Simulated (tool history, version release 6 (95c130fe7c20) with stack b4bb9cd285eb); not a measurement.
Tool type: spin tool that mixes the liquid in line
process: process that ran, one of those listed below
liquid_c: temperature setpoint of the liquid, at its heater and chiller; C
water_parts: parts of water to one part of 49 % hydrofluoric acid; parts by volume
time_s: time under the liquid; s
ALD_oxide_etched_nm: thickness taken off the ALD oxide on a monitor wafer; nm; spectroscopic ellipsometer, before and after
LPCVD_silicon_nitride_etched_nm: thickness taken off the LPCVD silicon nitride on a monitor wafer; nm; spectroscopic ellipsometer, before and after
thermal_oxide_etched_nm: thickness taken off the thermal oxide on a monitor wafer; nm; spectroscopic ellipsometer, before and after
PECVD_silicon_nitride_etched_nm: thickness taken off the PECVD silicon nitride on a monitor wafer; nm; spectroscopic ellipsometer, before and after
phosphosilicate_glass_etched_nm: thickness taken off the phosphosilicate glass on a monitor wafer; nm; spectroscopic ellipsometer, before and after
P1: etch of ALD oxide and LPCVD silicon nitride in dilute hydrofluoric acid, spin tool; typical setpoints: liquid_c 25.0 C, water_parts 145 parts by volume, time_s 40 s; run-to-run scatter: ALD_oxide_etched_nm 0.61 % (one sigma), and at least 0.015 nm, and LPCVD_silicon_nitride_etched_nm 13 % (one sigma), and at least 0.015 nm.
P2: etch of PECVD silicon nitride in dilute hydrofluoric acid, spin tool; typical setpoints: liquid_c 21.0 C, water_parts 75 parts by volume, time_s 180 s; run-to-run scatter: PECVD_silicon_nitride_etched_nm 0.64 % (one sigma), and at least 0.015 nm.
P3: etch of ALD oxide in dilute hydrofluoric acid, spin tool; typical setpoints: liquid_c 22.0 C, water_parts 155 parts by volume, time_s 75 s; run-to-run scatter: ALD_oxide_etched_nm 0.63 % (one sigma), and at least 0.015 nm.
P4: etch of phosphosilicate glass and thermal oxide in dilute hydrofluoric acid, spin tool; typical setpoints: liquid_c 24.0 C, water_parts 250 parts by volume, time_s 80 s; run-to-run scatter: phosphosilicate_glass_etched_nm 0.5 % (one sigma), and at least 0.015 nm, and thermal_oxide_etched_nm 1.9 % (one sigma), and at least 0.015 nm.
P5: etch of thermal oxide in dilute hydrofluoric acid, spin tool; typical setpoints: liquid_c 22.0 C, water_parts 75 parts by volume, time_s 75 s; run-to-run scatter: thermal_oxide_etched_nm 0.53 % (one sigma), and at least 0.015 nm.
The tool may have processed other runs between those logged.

| run | hour | process | liquid_c | water_parts | time_s | hours since the thermometer was replaced | hours since the hydrofluoric acid flow meter was replaced | ALD_oxide_etched_nm | LPCVD_silicon_nitride_etched_nm | thermal_oxide_etched_nm | PECVD_silicon_nitride_etched_nm | phosphosilicate_glass_etched_nm |
|---|---|---|---|---|---|---|---|---|---|---|---|---|
| 1 | 4.8 | P1 | 25.0 | 145 | 40 | 446.9 | 661.5 | 4.0902 | 0.195820 |  |  |  |
| 2 | 9.7 | P5 | 22.0 | 75 | 75 | 451.8 | 666.4 |  |  | 4.6701 |  |  |
| 3 | 13.2 | P5 | 22.0 | 75 | 30 | 455.3 | 669.9 |  |  | 1.8505 |  |  |
| 4 | 16.9 | P2 | 21.0 | 75 | 15 | 459.0 | 673.6 |  |  |  | 0.38055 |  |
| 5 | 19.2 | P4 | 24.0 | 250 | 120 | 461.3 | 675.9 |  |  | 1.9048 |  | 42.149 |
| 6 | 22.3 | P2 | 27.0 | 75 | 180 | 464.4 | 679.0 |  |  |  | 6.37720 |  |
| 7 | 25.7 | P1 | 33.0 | 145 | 40 | 467.8 | 682.4 | 5.4138 | 0.261940 |  |  |  |
| 8 | 28.5 | P1 | 25.0 | 145 | 40 | 470.6 | 685.2 | 4.0402 | 0.209510 |  |  |  |
| 9 | 32.7 | P3 | 22.0 | 235 | 75 | 474.8 | 689.4 | 2.7222 |  |  |  |  |
| 10 | 36.3 | P4 | 20.5 | 250 | 80 | 478.4 | 693.0 |  |  | 1.1253 |  | 24.650 |
| 11 | 40.4 | P3 | 22.0 | 155 | 75 | 482.5 | 697.1 | 4.3929 |  |  |  |  |
| 12 | 43.9 | P3 | 22.0 | 155 | 20 | 486.0 | 700.6 | 1.1830 |  |  |  |  |
| 13 | 48.6 | P2 | 21.0 | 25 | 180 | 490.7 | 705.3 |  |  |  | 12.34600 |  |
| 14 | 51.5 | P1 | 25.0 | 220 | 40 | 493.6 | 708.2 | 2.4993 | 0.113700 |  |  |  |
| 15 | 55.7 | P4 | 24.0 | 250 | 80 | 497.8 | 712.4 |  |  | 1.2914 |  | 28.040 |
| 16 | 60.3 | P1 | 25.0 | 145 | 40 | 502.4 | 717.0 | 4.0873 | 0.172410 |  |  |  |
| 17 | 64.1 | P1 | 18.5 | 145 | 40 | 506.2 | 720.8 | 3.1425 | 0.084209 |  |  |  |
| 18 | 66.4 | P3 | 28.5 | 155 | 75 | 508.5 | 723.1 | 5.6361 |  |  |  |  |
|  | 69.6 | thermometer replaced |
| 19 | 70.4 | P5 | 22.0 | 75 | 75 | 0.9 | 727.1 |  |  | 4.6596 |  |  |
| 20 | 73.4 | P1 | 25.0 | 90 | 40 | 3.9 | 730.1 | 7.0519 | 0.265110 |  |  |  |
| 21 | 77.6 | P5 | 29.0 | 75 | 75 | 8.1 | 734.3 |  |  | 6.1624 |  |  |
| 22 | 82.1 | P2 | 21.0 | 75 | 180 | 12.6 | 738.8 |  |  |  | 4.24710 |  |
| 23 | 84.5 | P1 | 25.0 | 145 | 40 | 15.0 | 741.2 | 4.0469 | 0.169660 |  |  |  |
| 24 | 88.6 | P1 | 21.0 | 230 | 40 | 19.1 | 745.3 | 2.0383 | 0.097388 |  |  |  |
| 25 | 93.5 | P1 | 25.0 | 145 | 70 | 24.0 | 750.2 | 7.0857 | 0.308910 |  |  |  |
| 26 | 96.0 | P5 | 22.0 | 120 | 75 | 26.5 | 752.7 |  |  | 2.8078 |  |  |
| 27 | 99.0 | P4 | 24.0 | 95 | 80 | 29.5 | 755.7 |  |  | 3.9357 |  | 88.898 |
| 28 | 101.4 | P1 | 25.0 | 145 | 15 | 31.9 | 758.1 | 1.5509 | 0.056413 |  |  |  |
| 29 | 105.0 | P1 | 25.0 | 145 | 40 | 35.5 | 761.7 | 4.0646 | 0.134550 |  |  |  |
| 30 | 109.7 | P1 | 25.0 | 145 | 40 | 40.2 | 766.4 | 4.1653 | 0.236430 |  |  |  |
| 31 | 112.4 | P1 | 25.0 | 145 | 40 | 42.9 | 769.1 | 4.2864 | 0.181480 |  |  |  |
| 32 | 115.6 | P1 | 25.0 | 145 | 40 | 46.1 | 772.3 | 4.2804 | 0.124040 |  |  |  |
| 33 | 119.0 | P1 | 25.0 | 145 | 40 | 49.5 | 775.7 | 4.2740 | 0.175810 |  |  |  |
| 34 | 121.7 | P1 | 25.0 | 145 | 40 | 52.2 | 778.4 | 4.2499 | 0.183790 |  |  |  |
| 35 | 124.8 | P1 | 25.0 | 145 | 40 | 55.3 | 781.5 | 4.3090 | 0.154630 |  |  |  |
| 36 | 127.4 | P1 | 25.0 | 145 | 40 | 57.9 | 784.1 | 4.2735 | 0.215120 |  |  |  |
| 37 | 129.7 | P1 | 25.0 | 145 | 40 | 60.2 | 786.4 | 4.2447 | 0.193590 |  |  |  |

P1 no longer gives what it gave before; its output has crept away from where it was. The following 2 causes, each at its listed size, fit the log equally well:
A: hydrofluoric acid flow above the setpoint (%) = 4.6
B: liquid hotter than its thermometer reads (K) = 1.4
The creep began at about hour 105.0.

Question marks stand in for the results of the 4 check runs listed below, each run on one wafer. Under which run would the listed causes show clearly different results?
| check 1 | 132.0 | P4 | 24.0 | 250 | 80 |  |  |  |  | ? |  | ? |
| check 2 | 132.0 | P2 | 21.0 | 75 | 180 |  |  |  |  |  | ? |  |
| check 3 | 132.0 | P3 | 22.0 | 155 | 75 |  |  | ? |  |  |  |  |
| check 4 | 132.0 | P5 | 22.0 | 75 | 75 |  |  |  |  | ? |  |  |

If the cause were each of the candidates in turn, the checks would give the following:
| check | result | if A | if B |
|---|---|---|---|
| check 1 | thermal_oxide_etched_nm | 1.3526 | 1.3438 |
| check 1 | phosphosilicate_glass_etched_nm | 29.720 | 29.527 |
| check 2 | PECVD_silicon_nitride_etched_nm | 4.44850 | 4.68120 |
| check 3 | ALD_oxide_etched_nm | 4.6555 | 4.6630 |
| check 4 | thermal_oxide_etched_nm | 4.8865 | 4.9263 |
Minimum pairwise separation of causes per check, each pair taken at its best-separating result: check 1 0.65 %; check 2 5.1 %; check 3 0.16 %; check 4 0.81 %
Only check 2 tells the causes apart: in the others they would give nearly the same result.

Here is what check 2 returned: PECVD_silicon_nitride_etched_nm 4.44850 nm. Which cause is it?

It was cause A: hydrofluoric acid flow above the setpoint (%).
